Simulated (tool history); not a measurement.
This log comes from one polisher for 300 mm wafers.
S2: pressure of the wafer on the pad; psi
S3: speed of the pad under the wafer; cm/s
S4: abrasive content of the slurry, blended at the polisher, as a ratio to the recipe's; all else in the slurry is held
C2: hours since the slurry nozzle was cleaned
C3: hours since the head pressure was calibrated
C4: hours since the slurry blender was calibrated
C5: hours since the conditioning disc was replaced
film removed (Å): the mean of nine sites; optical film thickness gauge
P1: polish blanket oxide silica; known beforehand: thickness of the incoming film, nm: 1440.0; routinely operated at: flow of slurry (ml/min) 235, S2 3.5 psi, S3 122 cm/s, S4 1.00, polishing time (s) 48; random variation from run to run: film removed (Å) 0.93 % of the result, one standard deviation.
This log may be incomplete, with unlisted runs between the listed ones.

{"run": 1, "hour": 8.1, "flow of slurry (ml/min)": 235, "S2": 3.5, "S3": 122, "S4": 1.0, "polishing time (s)": 48, "wafers polished on this pad": 432, "C2": 118.9, "C3": 214.4, "C4": 46.2, "C5": 224.2, "film removed (Å)": 1227.4}
{"run": 2, "hour": 18.8, "flow of slurry (ml/min)": 235, "S2": 3.5, "S3": 122, "S4": 1.25, "polishing time (s)": 48, "wafers polished on this pad": 496, "C2": 129.6, "C3": 225.1, "C4": 56.9, "C5": 234.9, "film removed (Å)": 1360.3}
{"run": 3, "hour": 29.8, "flow of slurry (ml/min)": 330, "S2": 3.5, "S3": 122, "S4": 1.0, "polishing time (s)": 48, "wafers polished on this pad": 562, "C2": 140.6, "C3": 236.1, "C4": 67.9, "C5": 245.9, "film removed (Å)": 1285.5}
{"run": 4, "hour": 39.7, "flow of slurry (ml/min)": 235, "S2": 3.5, "S3": 122, "S4": 1.0, "polishing time (s)": 22, "wafers polished on this pad": 621, "C2": 150.5, "C3": 246.0, "C4": 77.8, "C5": 255.8, "film removed (Å)": 570.79}
{"run": 5, "hour": 48.8, "flow of slurry (ml/min)": 235, "S2": 2.1, "S3": 122, "S4": 1.0, "polishing time (s)": 48, "wafers polished on this pad": 675, "C2": 159.6, "C3": 255.1, "C4": 86.9, "C5": 264.9, "film removed (Å)": 746.03}
{"run": 6, "hour": 59.7, "flow of slurry (ml/min)": 235, "S2": 3.5, "S3": 122, "S4": 1.0, "polishing time (s)": 48, "wafers polished on this pad": 740, "C2": 170.5, "C3": 266.0, "C4": 97.8, "C5": 275.8, "film removed (Å)": 1262.7}
{"hour": 63.3, "done": "slurry blender recalibrated"}
{"run": 7, "hour": 69.2, "flow of slurry (ml/min)": 235, "S2": 4.9, "S3": 122, "S4": 1.0, "polishing time (s)": 62, "wafers polished on this pad": 797, "C2": 180.0, "C3": 275.5, "C4": 6.0, "C5": 285.3, "film removed (Å)": 2253.3}
{"run": 8, "hour": 80.5, "flow of slurry (ml/min)": 235, "S2": 4.4, "S3": 122, "S4": 1.0, "polishing time (s)": 48, "wafers polished on this pad": 865, "C2": 191.3, "C3": 286.8, "C4": 17.3, "C5": 296.6, "film removed (Å)": 1554.8}
{"run": 9, "hour": 91.4, "flow of slurry (ml/min)": 235, "S2": 3.5, "S3": 184, "S4": 1.0, "polishing time (s)": 48, "wafers polished on this pad": 930, "C2": 202.2, "C3": 297.7, "C4": 28.2, "C5": 307.5, "film removed (Å)": 1743.3}
{"run": 10, "hour": 98.1, "flow of slurry (ml/min)": 235, "S2": 3.5, "S3": 122, "S4": 0.55, "polishing time (s)": 48, "wafers polished on this pad": 970, "C2": 208.9, "C3": 304.4, "C4": 34.9, "C5": 314.2, "film removed (Å)": 911.39}
{"run": 11, "hour": 109.3, "flow of slurry (ml/min)": 140, "S2": 3.5, "S3": 122, "S4": 1.0, "polishing time (s)": 48, "wafers polished on this pad": 1037, "C2": 220.1, "C3": 315.6, "C4": 46.1, "C5": 325.4, "film removed (Å)": 1167.0}
{"run": 12, "hour": 120.2, "flow of slurry (ml/min)": 235, "S2": 3.5, "S3": 122, "S4": 1.0, "polishing time (s)": 48, "wafers polished on this pad": 1102, "C2": 231.0, "C3": 326.5, "C4": 57.0, "C5": 336.3, "film removed (Å)": 1246.6}
{"run": 13, "hour": 132.2, "flow of slurry (ml/min)": 235, "S2": 3.5, "S3": 122, "S4": 1.0, "polishing time (s)": 48, "wafers polished on this pad": 1174, "C2": 243.0, "C3": 338.5, "C4": 69.0, "C5": 348.3, "film removed (Å)": 1264.0}
{"run": 14, "hour": 142.8, "flow of slurry (ml/min)": 235, "S2": 3.5, "S3": 122, "S4": 1.0, "polishing time (s)": 74, "wafers polished on this pad": 1237, "C2": 253.6, "C3": 349.1, "C4": 79.6, "C5": 358.9, "film removed (Å)": 1915.1}
{"run": 15, "hour": 148.9, "flow of slurry (ml/min)": 235, "S2": 3.5, "S3": 54, "S4": 1.0, "polishing time (s)": 48, "wafers polished on this pad": 1274, "C2": 259.7, "C3": 355.2, "C4": 85.7, "C5": 365.0, "film removed (Å)": 638.31}
{"run": 16, "hour": 156.6, "flow of slurry (ml/min)": 235, "S2": 3.5, "S3": 122, "S4": 1.0, "polishing time (s)": 48, "wafers polished on this pad": 1320, "C2": 267.4, "C3": 362.9, "C4": 93.4, "C5": 372.7, "film removed (Å)": 1256.7}
{"run": 17, "hour": 166.8, "flow of slurry (ml/min)": 235, "S2": 3.5, "S3": 122, "S4": 1.0, "polishing time (s)": 48, "wafers polished on this pad": 1381, "C2": 277.6, "C3": 373.1, "C4": 103.6, "C5": 382.9, "film removed (Å)": 1199.7}
{"run": 18, "hour": 177.9, "flow of slurry (ml/min)": 235, "S2": 3.5, "S3": 122, "S4": 1.0, "polishing time (s)": 48, "wafers polished on this pad": 1447, "C2": 288.7, "C3": 384.2, "C4": 114.7, "C5": 394.0, "film removed (Å)": 1159.0}
{"run": 19, "hour": 185.0, "flow of slurry (ml/min)": 235, "S2": 3.5, "S3": 122, "S4": 1.0, "polishing time (s)": 48, "wafers polished on this pad": 1490, "C2": 295.8, "C3": 391.3, "C4": 121.8, "C5": 401.1, "film removed (Å)": 1171.1}
{"hour": 190.2, "done": "conditioning disc replaced and pad reconditioned"}
{"hour": 192.8, "done": "slurry nozzle cleaned"}
{"run": 20, "hour": 193.9, "flow of slurry (ml/min)": 235, "S2": 3.5, "S3": 122, "S4": 1.0, "polishing time (s)": 48, "wafers polished on this pad": 1543, "C2": 1.1, "C3": 400.2, "C4": 130.7, "C5": 3.8, "film removed (Å)": 1150.5}
{"run": 21, "hour": 202.9, "flow of slurry (ml/min)": 235, "S2": 3.5, "S3": 122, "S4": 1.0, "polishing time (s)": 48, "wafers polished on this pad": 1597, "C2": 10.1, "C3": 409.2, "C4": 139.7, "C5": 12.8, "film removed (Å)": 1146.4}

Predict the results of run 22:
{"hour": 205.4, "done": "worn pad replaced by a new one"}
{"run": 22, "hour": 215.0, "flow of slurry (ml/min)": 235, "S2": 3.5, "S3": 122, "S4": 1.0, "polishing time (s)": 48, "wafers polished on this pad": 57, "C2": 22.2, "C3": 421.3, "C4": 151.8, "C5": 24.9, "film removed (Å)": "?"}

{"run 22": {"film removed (Å)": 1154.1}}
